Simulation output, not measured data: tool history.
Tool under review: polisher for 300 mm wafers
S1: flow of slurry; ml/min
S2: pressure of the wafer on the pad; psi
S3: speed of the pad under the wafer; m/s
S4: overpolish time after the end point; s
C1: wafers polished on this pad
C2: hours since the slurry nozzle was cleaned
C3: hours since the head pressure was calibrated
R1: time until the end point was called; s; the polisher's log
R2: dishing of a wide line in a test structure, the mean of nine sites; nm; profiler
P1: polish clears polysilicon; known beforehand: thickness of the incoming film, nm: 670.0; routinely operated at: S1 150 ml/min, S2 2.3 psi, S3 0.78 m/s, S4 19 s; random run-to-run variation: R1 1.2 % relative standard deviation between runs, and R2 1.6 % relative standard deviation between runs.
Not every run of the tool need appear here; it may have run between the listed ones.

Run 1, day 0.133: S1 150 ml/min, S2 2.3 psi, S3 0.78 m/s, S4 19 s; C1 548; C2 188.6; C3 227.4. Result: R1 80.117 s, R2 44.791 nm.
Run 2, day 0.308: S1 150 ml/min, S2 2.3 psi, S3 0.36 m/s, S4 19 s; C1 586; C2 192.8; C3 231.6. Result: R1 175.360 s, R2 37.447 nm.
Run 3, day 0.442: S1 150 ml/min, S2 2.3 psi, S3 0.78 m/s, S4 19 s; C1 615; C2 196.0; C3 234.8. Result: R1 82.015 s, R2 46.567 nm.
Run 4, day 0.588: S1 150 ml/min, S2 2.3 psi, S3 0.78 m/s, S4 7 s; C1 647; C2 199.5; C3 238.3. Result: R1 79.189 s, R2 33.678 nm.
Run 5, day 0.758: S1 150 ml/min, S2 2.3 psi, S3 1.24 m/s, S4 19 s; C1 684; C2 203.6; C3 242.4. Result: R1 49.491 s, R2 46.605 nm.
Run 6, day 0.879: S1 210 ml/min, S2 2.3 psi, S3 0.78 m/s, S4 19 s; C1 710; C2 206.5; C3 245.3. Result: R1 77.383 s, R2 45.770 nm.
Run 7, day 1.046: S1 150 ml/min, S2 2.3 psi, S3 0.78 m/s, S4 19 s; C1 747; C2 210.5; C3 249.3. Result: R1 81.493 s, R2 46.500 nm.
Run 8, day 1.225: S1 150 ml/min, S2 2.3 psi, S3 0.78 m/s, S4 19 s; C1 786; C2 214.8; C3 253.6. Result: R1 80.171 s, R2 44.362 nm.
Run 9, day 1.338: S1 150 ml/min, S2 2.8 psi, S3 0.38 m/s, S4 19 s; C1 810; C2 217.5; C3 256.3. Result: R1 138.700 s, R2 41.780 nm.
Run 10, day 1.462: S1 150 ml/min, S2 1.5 psi, S3 0.42 m/s, S4 19 s; C1 837; C2 220.5; C3 259.3. Result: R1 228.980 s, R2 32.585 nm.
Run 11, day 1.625: S1 150 ml/min, S2 2.3 psi, S3 0.78 m/s, S4 19 s; C1 872; C2 224.4; C3 263.2. Result: R1 80.419 s, R2 45.463 nm.
Run 12, day 1.721: S1 90 ml/min, S2 2.3 psi, S3 0.78 m/s, S4 19 s; C1 893; C2 226.7; C3 265.5. Result: R1 90.116 s, R2 45.239 nm.
At day 1.762: slurry nozzle cleaned.
Run 13, day 1.883: S1 150 ml/min, S2 1.1 psi, S3 0.78 m/s, S4 19 s; C1 929; C2 2.9; C3 269.4. Result: R1 169.690 s, R2 37.635 nm.
Run 14, day 2.012: S1 150 ml/min, S2 3.2 psi, S3 0.78 m/s, S4 19 s; C1 957; C2 6.0; C3 272.5. Result: R1 57.877 s, R2 47.135 nm.
Run 15, day 2.150: S1 150 ml/min, S2 2.3 psi, S3 0.78 m/s, S4 33 s; C1 987; C2 9.3; C3 275.8. Result: R1 81.392 s, R2 46.479 nm.
Run 16, day 2.254: S1 150 ml/min, S2 1.7 psi, S3 0.98 m/s, S4 19 s; C1 1009; C2 11.8; C3 278.3. Result: R1 87.552 s, R2 45.265 nm.
Run 17, day 2.379: S1 150 ml/min, S2 2.3 psi, S3 0.78 m/s, S4 19 s; C1 1036; C2 14.8; C3 281.3. Result: R1 81.232 s, R2 46.434 nm.
Run 18, day 2.562: S1 150 ml/min, S2 2.3 psi, S3 0.78 m/s, S4 19 s; C1 1076; C2 19.2; C3 285.7. Result: R1 80.201 s, R2 45.138 nm.
Run 19, day 2.696: S1 150 ml/min, S2 2.3 psi, S3 0.78 m/s, S4 19 s; C1 1105; C2 22.4; C3 288.9. Result: R1 81.702 s, R2 45.339 nm.
Run 20, day 2.821: S1 150 ml/min, S2 2.3 psi, S3 0.78 m/s, S4 19 s; C1 1132; C2 25.4; C3 291.9. Result: R1 81.845 s, R2 45.431 nm.
Run 21, day 2.946: S1 150 ml/min, S2 2.3 psi, S3 0.78 m/s, S4 19 s; C1 1160; C2 28.4; C3 294.9. Result: R1 84.620 s, R2 45.782 nm.
Run 22, day 3.038: S1 150 ml/min, S2 2.3 psi, S3 0.78 m/s, S4 19 s; C1 1179; C2 30.6; C3 297.1. Result: R1 84.260 s, R2 45.616 nm.
Run 23, day 3.208: S1 150 ml/min, S2 2.3 psi, S3 0.78 m/s, S4 19 s; C1 1217; C2 34.7; C3 301.2. Result: R1 85.965 s, R2 46.661 nm.
At day 3.304: head pressure recalibrated.
Run 24, day 3.329: S1 150 ml/min, S2 2.3 psi, S3 0.78 m/s, S4 19 s; C1 1243; C2 37.6; C3 0.7. Result: R1 84.550 s, R2 45.051 nm.
Run 25, day 3.496: S1 150 ml/min, S2 2.3 psi, S3 0.78 m/s, S4 19 s; C1 1279; C2 41.6; C3 4.7. Result: R1 86.581 s, R2 44.524 nm.
Run 26, day 3.633: S1 150 ml/min, S2 2.3 psi, S3 0.78 m/s, S4 19 s; C1 1309; C2 44.9; C3 8.0. Result: R1 87.395 s, R2 45.042 nm.

For run 27, what comes out?
Run 27, day 3.788: S1 150 ml/min, S2 2.3 psi, S3 0.78 m/s, S4 19 s; C1 1342; C2 48.6; C3 11.7. Result: R1 ?, R2 ?.

R1: 87.747 s
R2: 45.390 nm

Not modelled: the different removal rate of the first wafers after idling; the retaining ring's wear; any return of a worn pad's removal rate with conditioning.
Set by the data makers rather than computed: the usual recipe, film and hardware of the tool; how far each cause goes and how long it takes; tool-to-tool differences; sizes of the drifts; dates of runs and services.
